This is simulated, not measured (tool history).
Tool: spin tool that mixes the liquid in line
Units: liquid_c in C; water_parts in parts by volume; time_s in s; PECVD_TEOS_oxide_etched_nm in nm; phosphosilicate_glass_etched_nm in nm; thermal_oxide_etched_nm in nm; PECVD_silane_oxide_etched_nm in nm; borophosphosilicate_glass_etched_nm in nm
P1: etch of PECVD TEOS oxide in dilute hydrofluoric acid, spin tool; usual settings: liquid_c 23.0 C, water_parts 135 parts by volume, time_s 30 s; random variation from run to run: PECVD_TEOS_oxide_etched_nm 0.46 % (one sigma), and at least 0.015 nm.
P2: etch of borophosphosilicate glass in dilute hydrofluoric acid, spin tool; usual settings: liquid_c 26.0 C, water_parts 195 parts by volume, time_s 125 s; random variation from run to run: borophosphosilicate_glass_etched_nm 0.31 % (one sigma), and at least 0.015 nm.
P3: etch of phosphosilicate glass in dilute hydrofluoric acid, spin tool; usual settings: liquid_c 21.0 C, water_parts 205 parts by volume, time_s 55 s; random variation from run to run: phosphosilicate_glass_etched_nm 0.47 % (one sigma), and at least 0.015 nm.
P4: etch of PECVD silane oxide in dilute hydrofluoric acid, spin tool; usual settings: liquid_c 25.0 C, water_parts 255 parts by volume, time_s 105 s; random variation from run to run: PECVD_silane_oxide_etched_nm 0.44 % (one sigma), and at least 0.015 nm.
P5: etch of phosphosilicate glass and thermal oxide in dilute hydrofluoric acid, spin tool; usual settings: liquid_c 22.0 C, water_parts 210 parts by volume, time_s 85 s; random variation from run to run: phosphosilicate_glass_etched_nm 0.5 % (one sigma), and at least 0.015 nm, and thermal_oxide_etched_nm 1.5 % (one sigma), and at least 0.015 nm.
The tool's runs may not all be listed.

run   hour  process  liquid_c  water_parts  time_s  hours since the thermometer was replaced  hours since the hydrofluoric acid flow meter was replaced  PECVD_TEOS_oxide_etched_nm  phosphosilicate_glass_etched_nm  thermal_oxide_etched_nm  PECVD_silane_oxide_etched_nm  borophosphosilicate_glass_etched_nm
  1   13.2       P1      23.0          135      30                                     665.9                                                     1150.1                      4.4845
  2   20.6       P1      23.0          135      15                                     673.3                                                     1157.5                      2.1937
  3   30.0       P5      22.0           75      85                                     682.7                                                     1166.9                                                       80.291                   5.2314
  4   39.9       P4      25.0          430     105                                     692.6                                                     1176.8                                                                                                              2.7359
  5   55.0       P5      22.0          210     135                                     707.7                                                     1191.9                                                       39.343                   2.6042
  6   67.4       P5      17.0          210      85                                     720.1                                                     1204.3                                                       20.227                   1.3490
  7   74.6       P1      23.0          230      30                                     727.3                                                     1211.5                      2.3790
  8   82.2       P1      17.5          135      30                                     734.9                                                     1219.1                      3.5707
  9   89.6       P3      28.0          205      55                                     742.3                                                     1226.5                                                       43.353
 10  100.5       P1      23.0          135      30                                     753.2                                                     1237.4                      4.4673
 11  113.0       P3      21.0          205      55                                     765.7                                                     1249.9                                                       33.803
 12  123.6       P1      23.0          135      30                                     776.3                                                     1260.5                      4.4634
 13  130.7       P1      17.0          135      15                                     783.4                                                     1267.6                      1.7262
 14  142.3       P2      19.0          195     125                                     795.0                                                     1279.2                                                                                                                                                   36.203
 15  152.9       P1      23.0          135      30                                     805.6                                                     1289.8                      4.4653
 16  164.1       P4      25.0          255     105                                     816.8                                                     1301.0                                                                                                              5.4663
 17  174.3       P2      26.0          120     125                                     827.0                                                     1311.2                                                                                                                                                   84.169
 18  187.4       P1      23.0          135      50                                     840.1                                                     1324.3                      7.4764
 19  202.0       P3      21.0          205     105                                     854.7                                                     1338.9                                                       63.907
 20  213.9       P4      25.0          255     105                                     866.6                                                     1350.8                                                                                                              5.4010
 21  226.7       P2      26.0          195     125                                     879.4                                                     1363.6                                                                                                                                                   47.305
 22  235.6       P1      23.0           70      30                                     888.3                                                     1372.5                      9.3788
 23  247.2       P4      25.0          255      30                                     899.9                                                     1384.1                                                                                                              1.5364
     256.7  -- thermometer replaced
 24  257.6       P5      22.0          210      85                                       1.0                                                     1394.5                                                       24.383                   1.6084
 25  268.5       P3      21.0           80      55                                      11.9                                                     1405.4                                                       98.728
 26  280.4       P1      23.0          135      30                                      23.8                                                     1417.3                      4.4912
 27  287.0       P4      29.0          255     105                                      30.4                                                     1423.9                                                                                                              6.2246
 28  294.8       P3      21.0          205      55                                      38.2                                                     1431.7                                                       33.490
 29  301.8       P2      26.0          195     125                                      45.2                                                     1438.7                                                                                                                                                   47.452
 30  316.8       P2      26.0          195     220                                      60.2                                                     1453.7                                                                                                                                                   83.361
 31  328.3       P1      28.5          135      30                                      71.7                                                     1465.2                      5.4396
 32  340.0       P1      23.0          135      30                                      83.4                                                     1476.9                      4.4828
 33  347.4       P1      23.0          135      30                                      90.8                                                     1484.3                      4.3945
 34  358.5       P1      23.0          135      30                                     101.9                                                     1495.4                      4.3030

Forecast run 35:
 35  365.6       P1      23.0          135      30                                     109.0                                                     1502.5                           ?

{"run 35": {"PECVD_TEOS_oxide_etched_nm": 4.2063}}
